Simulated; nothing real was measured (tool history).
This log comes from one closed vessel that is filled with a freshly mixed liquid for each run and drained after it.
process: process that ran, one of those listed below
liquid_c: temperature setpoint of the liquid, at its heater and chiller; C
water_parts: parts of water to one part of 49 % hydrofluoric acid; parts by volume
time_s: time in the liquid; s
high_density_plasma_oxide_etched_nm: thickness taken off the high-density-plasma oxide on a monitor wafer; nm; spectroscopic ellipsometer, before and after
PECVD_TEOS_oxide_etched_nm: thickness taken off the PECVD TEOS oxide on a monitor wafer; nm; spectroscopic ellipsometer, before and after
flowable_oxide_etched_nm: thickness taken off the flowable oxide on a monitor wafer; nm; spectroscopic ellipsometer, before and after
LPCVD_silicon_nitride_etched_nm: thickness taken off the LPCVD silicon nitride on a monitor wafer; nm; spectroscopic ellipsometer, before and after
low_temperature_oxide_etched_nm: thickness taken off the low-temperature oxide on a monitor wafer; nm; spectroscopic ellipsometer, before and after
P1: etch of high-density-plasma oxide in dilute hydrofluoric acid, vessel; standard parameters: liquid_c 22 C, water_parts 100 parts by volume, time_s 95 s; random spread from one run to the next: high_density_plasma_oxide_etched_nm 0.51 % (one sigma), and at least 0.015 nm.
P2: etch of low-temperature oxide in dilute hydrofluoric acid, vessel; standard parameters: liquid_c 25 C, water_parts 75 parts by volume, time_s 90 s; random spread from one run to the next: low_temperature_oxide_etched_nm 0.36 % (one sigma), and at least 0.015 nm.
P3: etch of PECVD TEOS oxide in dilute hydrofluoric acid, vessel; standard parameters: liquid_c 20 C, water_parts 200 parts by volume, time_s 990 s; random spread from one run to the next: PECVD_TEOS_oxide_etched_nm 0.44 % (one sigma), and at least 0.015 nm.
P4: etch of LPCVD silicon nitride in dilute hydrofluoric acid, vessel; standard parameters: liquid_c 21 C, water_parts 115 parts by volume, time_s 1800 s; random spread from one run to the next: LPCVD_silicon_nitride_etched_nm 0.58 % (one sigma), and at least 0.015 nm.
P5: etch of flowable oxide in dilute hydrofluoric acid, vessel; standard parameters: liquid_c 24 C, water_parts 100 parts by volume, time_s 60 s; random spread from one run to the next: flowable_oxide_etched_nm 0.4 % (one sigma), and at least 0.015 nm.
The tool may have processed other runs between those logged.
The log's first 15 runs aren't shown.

| run | hour | process | liquid_c | water_parts | time_s | hours since the thermometer was replaced | hours since the hydrofluoric acid flow meter was replaced | high_density_plasma_oxide_etched_nm | PECVD_TEOS_oxide_etched_nm | flowable_oxide_etched_nm | LPCVD_silicon_nitride_etched_nm | low_temperature_oxide_etched_nm |
|---|---|---|---|---|---|---|---|---|---|---|---|---|
| 16 | 152.1 | P1 | 17 | 140 | 95 | 791.8 | 1001.3 | 2.4063 |  |  |  |  |
| 17 | 162.5 | P1 | 22 | 100 | 95 | 802.2 | 1011.7 | 4.3872 |  |  |  |  |
| 18 | 173.1 | P1 | 30 | 100 | 95 | 812.8 | 1022.3 | 5.8668 |  |  |  |  |
| 19 | 183.9 | P2 | 25 | 20 | 90 | 823.6 | 1033.1 |  |  |  |  | 80.008 |
| 20 | 197.4 | P2 | 17.5 | 75 | 90 | 837.1 | 1046.6 |  |  |  |  | 14.59 |
| 21 | 204.3 | P2 | 25 | 75 | 35 | 844 | 1053.5 |  |  |  |  | 7.7208 |
| 22 | 213.1 | P1 | 22 | 45 | 135 | 852.8 | 1062.3 | 14.597 |  |  |  |  |
| 23 | 219.8 | P4 | 17 | 115 | 1800 | 859.5 | 1069 |  |  |  | 5.1207 |  |
| 24 | 231.2 | P1 | 22 | 100 | 95 | 870.9 | 1080.4 | 4.3283 |  |  |  |  |
| 25 | 239 | P2 | 25 | 75 | 90 | 878.7 | 1088.2 |  |  |  |  | 19.813 |
| 26 | 245.6 | P1 | 22 | 100 | 40 | 885.3 | 1094.8 | 1.8395 |  |  |  |  |
| 27 | 254.9 | P1 | 22 | 60 | 95 | 894.6 | 1104.1 | 7.5222 |  |  |  |  |
| 28 | 265.2 | P4 | 21 | 115 | 3475 | 904.9 | 1114.4 |  |  |  | 12.974 |  |
| 29 | 276 | P5 | 17 | 100 | 60 | 915.7 | 1125.2 |  |  | 20.09 |  |  |
| 30 | 286.6 | P5 | 24 | 100 | 100 | 926.3 | 1135.8 |  |  | 44.565 |  |  |
| 31 | 300.5 | P1 | 22 | 155 | 95 | 940.2 | 1149.7 | 2.6165 |  |  |  |  |
| 32 | 306.6 | P3 | 20 | 200 | 990 | 946.3 | 1155.8 |  | 39.591 |  |  |  |
| 33 | 319.6 | P3 | 28 | 200 | 990 | 959.3 | 1168.8 |  | 53.547 |  |  |  |
| 34 | 325.7 | P1 | 22 | 100 | 95 | 965.4 | 1174.9 | 4.2958 |  |  |  |  |
| 35 | 339.5 | P1 | 22 | 100 | 95 | 979.2 | 1188.7 | 4.5119 |  |  |  |  |

What will run 36 give?
| 36 | 350.4 | P1 | 22 | 100 | 95 | 990.1 | 1199.6 | ? |  |  |  |  |

high_density_plasma_oxide_etched_nm: 4.5217 nm
